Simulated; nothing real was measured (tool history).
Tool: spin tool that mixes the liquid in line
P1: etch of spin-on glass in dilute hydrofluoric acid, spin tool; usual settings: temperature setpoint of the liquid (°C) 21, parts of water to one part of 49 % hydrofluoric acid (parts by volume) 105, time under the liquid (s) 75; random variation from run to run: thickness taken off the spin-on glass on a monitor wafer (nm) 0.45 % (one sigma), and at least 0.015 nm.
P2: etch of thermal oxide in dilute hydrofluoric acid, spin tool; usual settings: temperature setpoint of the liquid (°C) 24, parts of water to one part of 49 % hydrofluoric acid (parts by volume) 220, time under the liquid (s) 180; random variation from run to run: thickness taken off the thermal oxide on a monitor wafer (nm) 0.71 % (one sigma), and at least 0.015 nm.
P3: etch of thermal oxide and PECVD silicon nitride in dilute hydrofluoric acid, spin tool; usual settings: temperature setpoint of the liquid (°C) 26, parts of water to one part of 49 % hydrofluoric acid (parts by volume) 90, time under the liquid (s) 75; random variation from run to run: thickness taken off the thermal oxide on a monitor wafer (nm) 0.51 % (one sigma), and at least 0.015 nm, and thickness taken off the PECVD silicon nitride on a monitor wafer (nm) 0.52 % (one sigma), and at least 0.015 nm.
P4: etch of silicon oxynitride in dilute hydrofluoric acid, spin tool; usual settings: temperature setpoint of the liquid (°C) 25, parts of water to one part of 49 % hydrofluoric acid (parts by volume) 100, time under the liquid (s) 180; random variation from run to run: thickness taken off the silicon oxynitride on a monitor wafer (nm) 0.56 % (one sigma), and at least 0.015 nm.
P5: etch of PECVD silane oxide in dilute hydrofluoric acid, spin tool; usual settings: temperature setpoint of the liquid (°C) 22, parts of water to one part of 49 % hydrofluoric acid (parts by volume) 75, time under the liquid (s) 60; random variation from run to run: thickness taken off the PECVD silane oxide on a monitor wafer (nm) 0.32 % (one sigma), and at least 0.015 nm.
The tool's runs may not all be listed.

| run | hour | process that ran | temperature setpoint of the liquid (°C) | parts of water to one part of 49 % hydrofluoric acid (parts by volume) | time under the liquid (s) | hours since the thermometer was replaced | hours since the hydrofluoric acid flow meter was replaced | thickness taken off the spin-on glass on a monitor wafer (nm) | thickness taken off the thermal oxide on a monitor wafer (nm) | thickness taken off the PECVD silicon nitride on a monitor wafer (nm) | thickness taken off the silicon oxynitride on a monitor wafer (nm) | thickness taken off the PECVD silane oxide on a monitor wafer (nm) |
|---|---|---|---|---|---|---|---|---|---|---|---|---|
| 1 | 4.9 | P1 | 21 | 105 | 75 | 1643.2 | 1572.8 | 37.888 |  |  |  |  |
| 2 | 13.7 | P1 | 25.5 | 105 | 145 | 1652 | 1581.6 | 88.219 |  |  |  |  |
| 3 | 22.8 | P3 | 26 | 90 | 75 | 1661.1 | 1590.7 |  | 4.1305 | 4.8067 |  |  |
| 4 | 31.8 | P4 | 25 | 100 | 180 | 1670.1 | 1599.7 |  |  |  | 6.9045 |  |
| 5 | 41.1 | P5 | 29.5 | 75 | 60 | 1679.4 | 1609 |  |  |  |  | 18.812 |
| 6 | 46.6 | P1 | 17 | 105 | 75 | 1684.9 | 1614.5 | 32.36 |  |  |  |  |
| 7 | 50.9 | P1 | 21 | 175 | 75 | 1689.2 | 1618.8 | 21.148 |  |  |  |  |
| 8 | 57.7 | P5 | 22 | 75 | 60 | 1696 | 1625.6 |  |  |  |  | 14.013 |
| 9 | 65.5 | P1 | 21 | 60 | 75 | 1703.8 | 1633.4 | 70.394 |  |  |  |  |
| 10 | 70.7 | P2 | 24 | 220 | 180 | 1709 | 1638.6 |  | 3.3371 |  |  |  |
| 11 | 77 | P4 | 25 | 100 | 180 | 1715.3 | 1644.9 |  |  |  | 6.9175 |  |
|  | 78.2 | hydrofluoric acid flow meter replaced |
| 12 | 83.2 | P1 | 21 | 105 | 20 | 1721.5 | 5 | 10.097 |  |  |  |  |
| 13 | 90.6 | P1 | 21 | 105 | 75 | 1728.9 | 12.4 | 37.683 |  |  |  |  |
| 14 | 97.4 | P5 | 22 | 75 | 60 | 1735.7 | 19.2 |  |  |  |  | 13.929 |
| 15 | 106.5 | P3 | 26 | 150 | 75 | 1744.8 | 28.3 |  | 2.2758 | 2.8777 |  |  |
| 16 | 112.4 | P2 | 24 | 220 | 315 | 1750.7 | 34.2 |  | 5.9249 |  |  |  |
| 17 | 121.6 | P5 | 22 | 20 | 60 | 1759.9 | 43.4 |  |  |  |  | 56.086 |
| 18 | 127.9 | P3 | 26 | 90 | 40 | 1766.2 | 49.7 |  | 2.2167 | 2.5415 |  |  |
| 19 | 135.5 | P1 | 21 | 105 | 75 | 1773.8 | 57.3 | 37.975 |  |  |  |  |
| 20 | 142.5 | P1 | 26.5 | 105 | 75 | 1780.8 | 64.3 | 47.301 |  |  |  |  |
| 21 | 150.6 | P1 | 21 | 105 | 75 | 1788.9 | 72.4 | 37.975 |  |  |  |  |
| 22 | 157.3 | P4 | 32.5 | 100 | 180 | 1795.6 | 79.1 |  |  |  | 9.6822 |  |
| 23 | 161.6 | P4 | 25 | 100 | 300 | 1799.9 | 83.4 |  |  |  | 11.436 |  |
| 24 | 169.9 | P3 | 26 | 90 | 75 | 1808.2 | 91.7 |  | 4.1407 | 4.8682 |  |  |
| 25 | 177.4 | P1 | 21 | 105 | 140 | 1815.7 | 99.2 | 71.213 |  |  |  |  |
| 26 | 183.4 | P4 | 25 | 175 | 180 | 1821.7 | 105.2 |  |  |  | 3.7393 |  |
| 27 | 188.5 | P3 | 34 | 90 | 75 | 1826.8 | 110.3 |  | 5.5474 | 8.0094 |  |  |
| 28 | 196.3 | P1 | 21 | 105 | 75 | 1834.6 | 118.1 | 37.878 |  |  |  |  |
| 29 | 200.9 | P2 | 19.5 | 220 | 180 | 1839.2 | 122.7 |  | 2.8958 |  |  |  |
| 30 | 210.2 | P2 | 24 | 130 | 180 | 1848.5 | 132 |  | 6.2917 |  |  |  |
| 31 | 215.6 | P2 | 24 | 220 | 180 | 1853.9 | 137.4 |  | 3.4136 |  |  |  |
| 32 | 224.1 | P5 | 22 | 75 | 85 | 1862.4 | 145.9 |  |  |  |  | 19.688 |
| 33 | 229.4 | P1 | 21 | 105 | 75 | 1867.7 | 151.2 | 38.23 |  |  |  |  |
| 34 | 235.9 | P1 | 21 | 105 | 75 | 1874.2 | 157.7 | 38.726 |  |  |  |  |
| 35 | 244.7 | P1 | 21 | 105 | 75 | 1883 | 166.5 | 39.657 |  |  |  |  |
| 36 | 253.3 | P1 | 21 | 105 | 75 | 1891.6 | 175.1 | 39.947 |  |  |  |  |
| 37 | 259.6 | P1 | 21 | 105 | 75 | 1897.9 | 181.4 | 40.303 |  |  |  |  |
| 38 | 264.2 | P1 | 21 | 105 | 75 | 1902.5 | 186 | 40.688 |  |  |  |  |
| 39 | 268.3 | P1 | 21 | 105 | 75 | 1906.6 | 190.1 | 40.624 |  |  |  |  |
| 40 | 273.8 | P1 | 21 | 105 | 75 | 1912.1 | 195.6 | 40.83 |  |  |  |  |
| 41 | 280.9 | P1 | 21 | 105 | 75 | 1919.2 | 202.7 | 40.883 |  |  |  |  |
| 42 | 287.1 | P1 | 21 | 105 | 75 | 1925.4 | 208.9 | 40.731 |  |  |  |  |
| 43 | 293.4 | P1 | 21 | 105 | 75 | 1931.7 | 215.2 | 40.939 |  |  |  |  |

What P1 gives has crept away from where it was. These 2 causes fit the log equally well, each at the size given:
A: liquid hotter than its thermometer reads (K) = 1.71
B: hydrofluoric acid flow above the setpoint (%) = 6.35
The creep began at about hour 229.4.

4 check runs are offered, each on 2 wafers whose results are averaged, their results left as question marks. Which one tells the causes apart?
| check 1 | 299.7 | P5 | 25.5 | 75 | 60 |  |  |  |  |  |  | ? |
| check 2 | 299.7 | P2 | 20.5 | 220 | 315 |  |  |  | ? |  |  |  |
| check 3 | 299.7 | P4 | 31 | 100 | 180 |  |  |  |  |  | ? |  |
| check 4 | 299.7 | P3 | 26 | 150 | 75 |  |  |  | ? | ? |  |  |

What each check would give under each cause:
| check | result | if A | if B |
|---|---|---|---|
| check 1 | thickness taken off the PECVD silane oxide on a monitor wafer (nm) | 17.167 | 17.165 |
| check 2 | thickness taken off the thermal oxide on a monitor wafer (nm) | 5.5243 | 5.5807 |
| check 3 | thickness taken off the silicon oxynitride on a monitor wafer (nm) | 9.7871 | 9.7135 |
| check 4 | thickness taken off the thermal oxide on a monitor wafer (nm) | 2.4321 | 2.4538 |
| check 4 | thickness taken off the PECVD silicon nitride on a monitor wafer (nm) | 3.2394 | 3.0932 |
How far apart the two closest causes lie, in the result that separates them most: check 1 0.01 %; check 2 1.02 %; check 3 0.75 %; check 4 4.62 %
Only check 4 tells the causes apart: in the others they would give nearly the same result.

Check 4 was then run and gave: thickness taken off the thermal oxide on a monitor wafer (nm) 2.4238; thickness taken off the PECVD silicon nitride on a monitor wafer (nm) 3.2612. Which cause is it?

It is A: liquid hotter than its thermometer reads (K).

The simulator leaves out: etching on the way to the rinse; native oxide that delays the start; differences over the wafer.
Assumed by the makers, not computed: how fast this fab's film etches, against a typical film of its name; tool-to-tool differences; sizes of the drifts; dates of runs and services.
